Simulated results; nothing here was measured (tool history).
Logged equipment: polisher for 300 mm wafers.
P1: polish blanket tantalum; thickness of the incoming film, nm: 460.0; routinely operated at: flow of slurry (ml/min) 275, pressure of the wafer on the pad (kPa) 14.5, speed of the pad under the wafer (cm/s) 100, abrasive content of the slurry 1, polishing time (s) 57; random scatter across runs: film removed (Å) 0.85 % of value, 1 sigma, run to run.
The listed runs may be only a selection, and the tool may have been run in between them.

| run | day | flow of slurry (ml/min) | pressure of the wafer on the pad (kPa) | speed of the pad under the wafer (cm/s) | abrasive content of the slurry | polishing time (s) | film removed (Å) |
|---|---|---|---|---|---|---|---|
| 1 | 0.212 | 275 | 14.5 | 100 | 1 | 57 | 1008.5 |
| 2 | 0.404 | 275 | 14.5 | 100 | 1 | 41 | 733.13 |
| 3 | 0.546 | 165 | 14.5 | 154 | 1 | 57 | 1452.1 |
| 4 | 0.721 | 275 | 14.5 | 50 | 1 | 57 | 501.17 |
| 5 | 0.921 | 165 | 14.5 | 100 | 1 | 57 | 953.92 |
| 6 | 1.121 | 275 | 20.7 | 100 | 1 | 57 | 1443.5 |
| 7 | 1.258 | 275 | 14.5 | 156 | 1 | 57 | 1563.5 |
| 8 | 1.375 | 275 | 14.5 | 100 | 1 | 57 | 1009 |
| 9 | 1.512 | 275 | 14.5 | 100 | 1 | 57 | 1024 |
| 10 | 1.654 | 275 | 7.6 | 100 | 1 | 57 | 522.28 |
| 11 | 1.8 | 275 | 14.5 | 100 | 1.4 | 57 | 1091.6 |
| 12 | 1.954 | 275 | 14.5 | 100 | 1 | 57 | 1014.4 |
| 13 | 2.092 | 275 | 6.9 | 126 | 1 | 57 | 604.14 |
| 14 | 2.292 | 275 | 14.5 | 100 | 1 | 57 | 1008.9 |
| 15 | 2.475 | 275 | 14.5 | 100 | 0.6 | 57 | 832 |
| 16 | 2.6 | 275 | 14.5 | 100 | 1 | 88 | 1554.7 |
| 17 | 2.779 | 390 | 14.5 | 100 | 1 | 57 | 1029.7 |
| 18 | 2.975 | 275 | 14.5 | 100 | 1 | 57 | 1007.2 |
| 19 | 3.104 | 275 | 14.5 | 100 | 1 | 57 | 1002.9 |
| 20 | 3.288 | 275 | 14.5 | 100 | 1 | 57 | 980.99 |
| 21 | 3.462 | 275 | 14.5 | 100 | 1 | 57 | 947.4 |
| 22 | 3.608 | 275 | 14.5 | 100 | 1 | 57 | 943.21 |
|  | 3.817 | worn pad replaced by a new one |
| 23 | 3.825 | 275 | 14.5 | 100 | 1 | 57 | 919.54 |
| 24 | 3.988 | 275 | 14.5 | 100 | 1 | 57 | 911.53 |
| 25 | 4.138 | 275 | 14.5 | 100 | 1 | 57 | 909.83 |
| 26 | 4.35 | 275 | 14.5 | 100 | 1 | 57 | 924.51 |
|  | 4.375 | slurry nozzle cleaned |
| 27 | 4.508 | 275 | 14.5 | 100 | 1 | 57 | 908.01 |
| 28 | 4.654 | 275 | 14.5 | 100 | 1 | 57 | 922.89 |
| 29 | 4.8 | 275 | 14.5 | 100 | 1 | 57 | 902.14 |

The log shows P1 creeping away from where it was. Any of the 2 causes listed here, at the size stated for it, fits the log just as well as the others:
A: head's pressure below its setpoint, % = 10.1
B: abrasive missing from the slurry, % = 28.2
At approximately day 3.104, the process output began to creep.
The rest of the possible causes, and what rules out each one:
removal rate lost through wear of the pad, %: was serviced at day 3.817, once the creep was under way, yet the earlier output never came back
slurry flow missing at the pad, %: was serviced at day 4.375, once the creep was under way, yet the earlier output never came back

Consider the 4 check runs below, whose results appear as question marks and each of which averages 5 wafers. Which one distinguishes the causes, in that each cause would give it a clearly different result?
| check 1 | 4.946 | 165 | 20 | 100 | 1 | 57 | ? |
| check 2 | 4.946 | 275 | 8.3 | 154 | 1 | 57 | ? |
| check 3 | 4.946 | 275 | 14.5 | 70 | 1 | 83 | ? |
| check 4 | 4.946 | 275 | 11 | 100 | 0.65 | 57 | ? |

Predicted outcomes, by check and by cause:
| check | result | if A | if B |
|---|---|---|---|
| check 1 | film removed (Å) | 1172.3 | 1172.4 |
| check 2 | film removed (Å) | 796.11 | 796.21 |
| check 3 | film removed (Å) | 922.13 | 922.24 |
| check 4 | film removed (Å) | 597.37 | 578 |
Smallest distance between any two causes, each pair judged by its most separating result, in per cent: check 1 0.01 %; check 2 0.01 %; check 3 0.01 %; check 4 3.3 %
Only in check 4 would the causes give clearly different results; in the remaining checks their results would be nearly the same.

Check 4 has now been run. It gave: film removed (Å) 599.55. Which of the candidate causes is it?

It was cause A: head's pressure below its setpoint, %.

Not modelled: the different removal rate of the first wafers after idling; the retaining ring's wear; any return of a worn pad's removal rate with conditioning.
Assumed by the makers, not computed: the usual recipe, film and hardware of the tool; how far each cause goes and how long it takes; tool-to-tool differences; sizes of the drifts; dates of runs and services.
